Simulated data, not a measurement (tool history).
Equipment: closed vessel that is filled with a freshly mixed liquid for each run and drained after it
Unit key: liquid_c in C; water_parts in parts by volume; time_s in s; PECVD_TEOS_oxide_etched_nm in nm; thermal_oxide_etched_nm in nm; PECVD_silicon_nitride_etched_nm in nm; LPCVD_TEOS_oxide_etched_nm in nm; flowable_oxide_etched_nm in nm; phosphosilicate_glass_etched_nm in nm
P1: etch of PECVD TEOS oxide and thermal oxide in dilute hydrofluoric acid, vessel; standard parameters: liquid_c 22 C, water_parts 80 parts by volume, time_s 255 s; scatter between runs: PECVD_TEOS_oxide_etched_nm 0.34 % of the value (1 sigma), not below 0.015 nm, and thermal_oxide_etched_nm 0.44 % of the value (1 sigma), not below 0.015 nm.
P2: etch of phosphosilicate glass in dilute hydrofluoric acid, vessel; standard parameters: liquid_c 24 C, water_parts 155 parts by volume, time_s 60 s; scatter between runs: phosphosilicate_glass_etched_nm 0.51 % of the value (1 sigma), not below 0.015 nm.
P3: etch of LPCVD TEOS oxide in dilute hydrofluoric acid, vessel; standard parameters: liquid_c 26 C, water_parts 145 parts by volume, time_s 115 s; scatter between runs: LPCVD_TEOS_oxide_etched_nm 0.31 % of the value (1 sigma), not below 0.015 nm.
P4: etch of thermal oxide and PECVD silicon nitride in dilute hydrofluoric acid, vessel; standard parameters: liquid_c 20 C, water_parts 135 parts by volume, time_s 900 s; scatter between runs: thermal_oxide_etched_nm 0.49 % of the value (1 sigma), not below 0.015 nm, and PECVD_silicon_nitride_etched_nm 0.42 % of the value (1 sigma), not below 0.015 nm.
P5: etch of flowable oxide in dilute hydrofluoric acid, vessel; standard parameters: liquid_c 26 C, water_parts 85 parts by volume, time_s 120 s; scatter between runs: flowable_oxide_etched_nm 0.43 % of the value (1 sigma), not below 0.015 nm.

run,day,process,liquid_c,water_parts,time_s,PECVD_TEOS_oxide_etched_nm,thermal_oxide_etched_nm,PECVD_silicon_nitride_etched_nm,LPCVD_TEOS_oxide_etched_nm,flowable_oxide_etched_nm,phosphosilicate_glass_etched_nm
1,0.221,P1,22,80,255,28.344,13.612,,,,
2,0.592,P1,22,80,255,28.178,13.615,,,,
3,0.962,P4,17,135,900,,22.917,16.701,,,
4,1.125,P4,20,135,900,,25.697,20.449,,,
5,1.362,P1,27.5,80,255,35.421,16.877,,,,
6,1.612,P3,26,145,30,,,,8.5519,,
7,1.9,P1,22,80,35,3.889,1.8678,,,,
8,2.204,P3,26,145,115,,,,32.994,,
9,2.392,P1,22,80,380,42.221,20.287,,,,
10,2.567,P1,22,80,255,28.389,13.689,,,,
11,2.771,P1,18,80,255,24.045,11.602,,,,
12,3.062,P1,22,80,255,28.306,13.593,,,,
13,3.325,P3,26,50,115,,,,106.92,,
14,3.654,P4,20,135,30,,0.8496,0.67519,,,
15,3.846,P5,26,85,120,,,,,37.521,
16,4.188,P2,24,155,30,,,,,,17.948
17,4.45,P1,22,30,255,80.358,38.61,,,,
18,4.808,P4,20,135,900,,25.807,20.591,,,
19,5.158,P5,33.5,85,120,,,,,49.867,
20,5.429,P2,20.5,155,60,,,,,,31.248
21,5.633,P3,26,145,115,,,,32.844,,
22,5.983,P1,22,80,255,28.25,13.687,,,,
23,6.246,P5,26,20,120,,,,,175.01,
24,6.604,P1,18,80,420,39.435,18.768,,,,
25,6.933,P2,24,25,60,,,,,,261.56
26,7.142,P3,30.5,145,115,,,,38.725,,
27,7.412,P2,24,155,60,,,,,,36.15
28,7.725,P1,22,125,255,17.216,8.3496,,,,
29,8.012,P4,20,235,900,,13.389,11.907,,,
30,8.283,P5,26,85,225,,,,,70.419,
31,8.467,P1,22,80,255,28.194,13.645,,,,
32,8.783,P1,22,80,255,27.336,13.172,,,,
33,9.154,P1,22,80,255,26.569,12.792,,,,
34,9.429,P1,22,80,255,26.206,12.695,,,,
35,9.721,P1,22,80,255,26.263,12.674,,,,
36,9.888,P1,22,80,255,26.088,12.576,,,,
37,10.071,P1,22,80,255,26.09,12.604,,,,
38,10.296,P1,22,80,255,26.249,12.468,,,,
39,10.471,P1,22,80,255,26.092,12.476,,,,
40,10.733,P1,22,80,255,25.917,12.517,,,,

The output of P1 has drifted from where it used to be. Each of the 2 causes below, taken at the size shown beside it, accounts for the log equally well:
A: liquid colder than its thermometer reads (K) = 2.04
B: hydrofluoric acid flow below the setpoint (%) = 7.34
The onset of the drift is placed at about day 8.467.

Which of the 4 check runs listed below, each an average over 2 wafers with its results shown as question marks, gives clearly different results under the different listed causes?
check 1,10.996,P3,26,85,115,,,,?,,
check 2,10.996,P2,24,35,35,,,,,,?
check 3,10.996,P5,33.5,35,120,,,,,?,
check 4,10.996,P4,17,135,80,,?,?,,,

Predicted outcomes, by check and by cause:
check,result,if A,if B
check 1,LPCVD_TEOS_oxide_etched_nm,55.587,55.365
check 2,phosphosilicate_glass_etched_nm,98.674,99.244
check 3,flowable_oxide_etched_nm,121.51,121.36
check 4,thermal_oxide_etched_nm,1.8604,1.8576
check 4,PECVD_silicon_nitride_etched_nm,1.284,1.3747
Per-check spread between the two closest causes, in the result where they differ most: check 1 0.4 %; check 2 0.58 %; check 3 0.12 %; check 4 6.83 %
The other checks would show nearly matching results whichever cause is true, so check 4 is the only one that separates the causes.

Check 4 has now been run. It gave: thermal_oxide_etched_nm 1.861 nm; PECVD_silicon_nitride_etched_nm 1.2777 nm. Which of the candidate causes is it?

The correct cause is A, namely: liquid colder than its thermometer reads (K).

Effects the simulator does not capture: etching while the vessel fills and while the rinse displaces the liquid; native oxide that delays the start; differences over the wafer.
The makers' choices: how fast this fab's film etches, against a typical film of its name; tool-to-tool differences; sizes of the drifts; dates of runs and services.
